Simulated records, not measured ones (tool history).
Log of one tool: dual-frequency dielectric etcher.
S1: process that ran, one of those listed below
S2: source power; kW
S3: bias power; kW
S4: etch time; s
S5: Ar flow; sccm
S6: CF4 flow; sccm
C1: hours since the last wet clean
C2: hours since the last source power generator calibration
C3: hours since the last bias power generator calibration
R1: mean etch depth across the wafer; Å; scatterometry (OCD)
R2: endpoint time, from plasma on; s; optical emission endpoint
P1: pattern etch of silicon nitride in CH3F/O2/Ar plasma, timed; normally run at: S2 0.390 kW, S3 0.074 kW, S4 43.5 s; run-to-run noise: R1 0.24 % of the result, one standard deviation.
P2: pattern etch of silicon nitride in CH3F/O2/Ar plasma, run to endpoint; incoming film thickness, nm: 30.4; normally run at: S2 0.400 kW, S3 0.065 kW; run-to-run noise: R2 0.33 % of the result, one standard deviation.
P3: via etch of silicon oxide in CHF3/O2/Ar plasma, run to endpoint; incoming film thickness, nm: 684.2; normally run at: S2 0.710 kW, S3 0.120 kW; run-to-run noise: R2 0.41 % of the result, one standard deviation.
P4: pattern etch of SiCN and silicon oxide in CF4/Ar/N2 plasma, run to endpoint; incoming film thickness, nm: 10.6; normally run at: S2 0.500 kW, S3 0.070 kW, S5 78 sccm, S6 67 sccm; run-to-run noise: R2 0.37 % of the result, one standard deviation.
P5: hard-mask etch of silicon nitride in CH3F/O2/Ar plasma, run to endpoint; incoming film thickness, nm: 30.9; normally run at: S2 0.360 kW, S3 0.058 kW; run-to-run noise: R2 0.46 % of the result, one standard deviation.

run 1 hour=7.4 | S1=P1 S2=0.390 S3=0.074 S4=43.5 | C1=411.4 C2=859.6 C3=2707.3 | R1=285.01
run 2 hour=20.7 | S1=P1 S2=0.390 S3=0.044 S4=43.5 | C1=424.7 C2=872.9 C3=2720.6 | R1=241.42
run 3 hour=32.7 | S1=P2 S2=0.400 S3=0.080 | C1=436.7 C2=884.9 C3=2732.6 | R2=42.3470
run 4 hour=45.6 | S1=P1 S2=0.390 S3=0.074 S4=32.0 | C1=449.6 C2=897.8 C3=2745.5 | R1=209.39
run 5 hour=53.3 | S1=P1 S2=0.390 S3=0.092 S4=43.5 | C1=457.3 C2=905.5 C3=2753.2 | R1=308.13
run 6 hour=69.6 | S1=P3 S2=0.580 S3=0.120 | C1=473.6 C2=921.8 C3=2769.5 | R2=402.8600
run 7 hour=77.8 | S1=P1 S2=0.390 S3=0.074 S4=43.5 | C1=481.8 C2=930.0 C3=2777.7 | R1=285.97
run 8 hour=90.4 | S1=P4 S2=0.500 S3=0.070 S5=78 S6=52 | C1=494.4 C2=942.6 C3=2790.3 | R2=10.9600
run 9 hour=104.6 | S1=P3 S2=0.710 S3=0.120 | C1=508.6 C2=956.8 C3=2804.5 | R2=374.2600
run 10 hour=115.3 | S1=P4 S2=0.500 S3=0.048 S5=78 S6=67 | C1=519.3 C2=967.5 C3=2815.2 | R2=11.9420
run 11 hour=127.8 | S1=P1 S2=0.470 S3=0.074 S4=43.5 | C1=531.8 C2=980.0 C3=2827.7 | R1=306.18
run 12 hour=137.2 | S1=P4 S2=0.500 S3=0.070 S5=78 S6=67 | C1=541.2 C2=989.4 C3=2837.1 | R2=10.6160
run 13 hour=152.0 | S1=P2 S2=0.330 S3=0.065 | C1=556.0 C2=1004.2 C3=2851.9 | R2=49.2080
run 14 hour=160.4 | S1=P5 S2=0.360 S3=0.058 | C1=564.4 C2=1012.6 C3=2860.3 | R2=50.0190
run 15 hour=168.7 | S1=P4 S2=0.500 S3=0.070 S5=78 S6=67 | C1=572.7 C2=1020.9 C3=2868.6 | R2=10.4720
run 16 hour=175.9 | S1=P3 S2=0.710 S3=0.120 | C1=579.9 C2=1028.1 C3=2875.8 | R2=375.1700
run 17 hour=185.7 | S1=P1 S2=0.390 S3=0.074 S4=43.5 | C1=589.7 C2=1037.9 C3=2885.6 | R1=284.72
run 18 hour=197.8 | S1=P2 S2=0.400 S3=0.065 | C1=601.8 C2=1050.0 C3=2897.7 | R2=45.4900
run 19 hour=204.9 | S1=P5 S2=0.360 S3=0.036 | C1=608.9 C2=1057.1 C3=2904.8 | R2=58.3100
-- hour=217.9 wet clean of the chamber
run 20 hour=218.4 | S1=P1 S2=0.260 S3=0.074 S4=43.5 | C1=0.6 C2=1070.6 C3=2918.3 | R1=244.72
run 21 hour=227.0 | S1=P2 S2=0.400 S3=0.065 | C1=9.2 C2=1079.2 C3=2926.9 | R2=45.2660
run 22 hour=238.8 | S1=P5 S2=0.430 S3=0.058 | C1=21.0 C2=1091.0 C3=2938.7 | R2=46.8740
run 23 hour=250.7 | S1=P1 S2=0.280 S3=0.047 S4=43.5 | C1=32.9 C2=1102.9 C3=2950.6 | R1=216.38
run 24 hour=260.8 | S1=P1 S2=0.390 S3=0.074 S4=43.5 | C1=43.0 C2=1113.0 C3=2960.7 | R1=285.06
-- hour=266.5 source power generator calibrated
run 25 hour=275.0 | S1=P1 S2=0.390 S3=0.074 S4=55.0 | C1=57.2 C2=8.6 C3=2974.9 | R1=361.83
run 26 hour=282.4 | S1=P4 S2=0.500 S3=0.070 S5=99 S6=67 | C1=64.6 C2=16.0 C3=2982.3 | R2=10.8760
run 27 hour=294.8 | S1=P4 S2=0.660 S3=0.070 S5=78 S6=67 | C1=77.0 C2=28.4 C3=2994.7 | R2=8.2724
run 28 hour=303.1 | S1=P3 S2=0.710 S3=0.142 | C1=85.3 C2=36.7 C3=3003.0 | R2=355.2400
run 29 hour=316.3 | S1=P1 S2=0.390 S3=0.074 S4=43.5 | C1=98.5 C2=49.9 C3=3016.2 | R1=285.31
run 30 hour=325.0 | S1=P1 S2=0.390 S3=0.074 S4=43.5 | C1=107.2 C2=58.6 C3=3024.9 | R1=287.17
run 31 hour=332.3 | S1=P1 S2=0.390 S3=0.074 S4=43.5 | C1=114.5 C2=65.9 C3=3032.2 | R1=287.94
run 32 hour=339.6 | S1=P1 S2=0.390 S3=0.074 S4=43.5 | C1=121.8 C2=73.2 C3=3039.5 | R1=287.53
run 33 hour=355.2 | S1=P1 S2=0.390 S3=0.074 S4=43.5 | C1=137.4 C2=88.8 C3=3055.1 | R1=288.63
run 34 hour=370.8 | S1=P1 S2=0.390 S3=0.074 S4=43.5 | C1=153.0 C2=104.4 C3=3070.7 | R1=289.99
-- hour=371.7 wet clean of the chamber
run 35 hour=380.1 | S1=P1 S2=0.390 S3=0.074 S4=43.5 | C1=8.5 C2=113.7 C3=3080.0 | R1=289.80
run 36 hour=391.1 | S1=P1 S2=0.390 S3=0.074 S4=43.5 | C1=19.5 C2=124.7 C3=3091.0 | R1=288.10
run 37 hour=399.7 | S1=P1 S2=0.390 S3=0.074 S4=43.5 | C1=28.1 C2=133.3 C3=3099.6 | R1=289.56

Expected results for the next run?
run 38 hour=415.8 | S1=P1 S2=0.390 S3=0.074 S4=43.5 | C1=44.2 C2=149.4 C3=3115.7 | R1=?

R1: 289.50 Å
